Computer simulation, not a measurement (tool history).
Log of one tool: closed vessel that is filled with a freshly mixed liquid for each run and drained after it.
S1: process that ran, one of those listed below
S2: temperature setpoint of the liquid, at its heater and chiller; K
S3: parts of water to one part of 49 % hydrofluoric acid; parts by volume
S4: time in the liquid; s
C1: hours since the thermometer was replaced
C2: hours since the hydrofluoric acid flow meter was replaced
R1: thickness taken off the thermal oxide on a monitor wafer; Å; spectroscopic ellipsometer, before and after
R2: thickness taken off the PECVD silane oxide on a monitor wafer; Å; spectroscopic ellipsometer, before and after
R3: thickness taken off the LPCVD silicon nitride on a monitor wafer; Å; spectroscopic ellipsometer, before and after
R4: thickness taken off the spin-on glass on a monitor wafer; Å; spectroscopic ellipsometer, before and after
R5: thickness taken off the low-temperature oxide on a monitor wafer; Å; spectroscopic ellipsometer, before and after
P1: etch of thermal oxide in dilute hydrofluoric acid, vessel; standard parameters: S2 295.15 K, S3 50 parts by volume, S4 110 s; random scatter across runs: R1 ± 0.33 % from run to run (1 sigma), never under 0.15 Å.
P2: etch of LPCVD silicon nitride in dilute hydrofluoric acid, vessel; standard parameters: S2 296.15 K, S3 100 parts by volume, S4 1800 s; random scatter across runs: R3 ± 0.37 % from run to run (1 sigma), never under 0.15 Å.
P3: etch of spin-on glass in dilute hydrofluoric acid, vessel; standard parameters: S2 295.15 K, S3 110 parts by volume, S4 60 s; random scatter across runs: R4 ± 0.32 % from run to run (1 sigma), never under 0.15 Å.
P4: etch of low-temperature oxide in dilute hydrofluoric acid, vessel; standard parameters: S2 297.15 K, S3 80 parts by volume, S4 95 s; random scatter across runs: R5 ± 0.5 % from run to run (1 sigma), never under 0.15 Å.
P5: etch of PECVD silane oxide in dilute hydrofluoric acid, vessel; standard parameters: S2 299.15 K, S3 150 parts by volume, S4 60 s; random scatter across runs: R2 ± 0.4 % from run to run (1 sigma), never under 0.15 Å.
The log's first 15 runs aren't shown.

Run 16, day 8.204: S1 P3, S2 295.15 K, S3 110 parts by volume, S4 115 s; C1 82.3; C2 38.8. Result: R4 285.42 Å.
Run 17, day 8.596: S1 P4, S2 305.65 K, S3 80 parts by volume, S4 95 s; C1 91.7; C2 48.2. Result: R5 489.76 Å.
Run 18, day 9.238: S1 P1, S2 295.15 K, S3 50 parts by volume, S4 110 s; C1 107.1; C2 63.6. Result: R1 101.980 Å.
Run 19, day 9.696: S1 P1, S2 295.15 K, S3 50 parts by volume, S4 110 s; C1 118.1; C2 74.6. Result: R1 101.790 Å.
Run 20, day 10.208: S1 P4, S2 297.15 K, S3 30 parts by volume, S4 95 s; C1 130.4; C2 86.9. Result: R5 1010.00 Å.
Run 21, day 10.883: S1 P1, S2 295.15 K, S3 50 parts by volume, S4 110 s; C1 146.6; C2 103.1. Result: R1 101.580 Å.
Run 22, day 11.392: S1 P3, S2 295.15 K, S3 55 parts by volume, S4 60 s; C1 158.8; C2 115.3. Result: R4 317.47 Å.
Run 23, day 11.942: S1 P1, S2 300.15 K, S3 50 parts by volume, S4 110 s; C1 172.0; C2 128.5. Result: R1 124.630 Å.
Run 24, day 12.554: S1 P1, S2 295.15 K, S3 20 parts by volume, S4 30 s; C1 186.7; C2 143.2. Result: R1 72.199 Å.
Run 25, day 13.058: S1 P4, S2 297.15 K, S3 80 parts by volume, S4 155 s; C1 198.8; C2 155.3. Result: R5 577.02 Å.
Run 26, day 13.650: S1 P1, S2 295.15 K, S3 25 parts by volume, S4 175 s; C1 213.0; C2 169.5. Result: R1 333.490 Å.
Run 27, day 14.033: S1 P2, S2 290.65 K, S3 100 parts by volume, S4 1800 s; C1 222.2; C2 178.7. Result: R3 62.057 Å.
Run 28, day 14.408: S1 P5, S2 299.15 K, S3 150 parts by volume, S4 60 s; C1 231.2; C2 187.7. Result: R2 105.860 Å.
Run 29, day 14.788: S1 P1, S2 295.15 K, S3 50 parts by volume, S4 50 s; C1 240.3; C2 196.8. Result: R1 46.010 Å.
Run 30, day 15.196: S1 P1, S2 290.15 K, S3 50 parts by volume, S4 110 s; C1 250.1; C2 206.6. Result: R1 81.600 Å.
Run 31, day 15.842: S1 P1, S2 295.15 K, S3 50 parts by volume, S4 110 s; C1 265.6; C2 222.1. Result: R1 101.070 Å.
Run 32, day 16.504: S1 P1, S2 295.15 K, S3 50 parts by volume, S4 110 s; C1 281.5; C2 238.0. Result: R1 104.770 Å.
Run 33, day 16.933: S1 P1, S2 295.15 K, S3 50 parts by volume, S4 110 s; C1 291.8; C2 248.3. Result: R1 106.050 Å.
Run 34, day 17.354: S1 P1, S2 295.15 K, S3 50 parts by volume, S4 110 s; C1 301.9; C2 258.4. Result: R1 107.540 Å.
Run 35, day 17.675: S1 P1, S2 295.15 K, S3 50 parts by volume, S4 110 s; C1 309.6; C2 266.1. Result: R1 107.550 Å.

Run 36 is up next; what results do you expect?
Run 36, day 18.167: S1 P1, S2 295.15 K, S3 50 parts by volume, S4 110 s; C1 321.4; C2 277.9. Result: R1 ?.

{"run 36": {"R1": 108.23}}
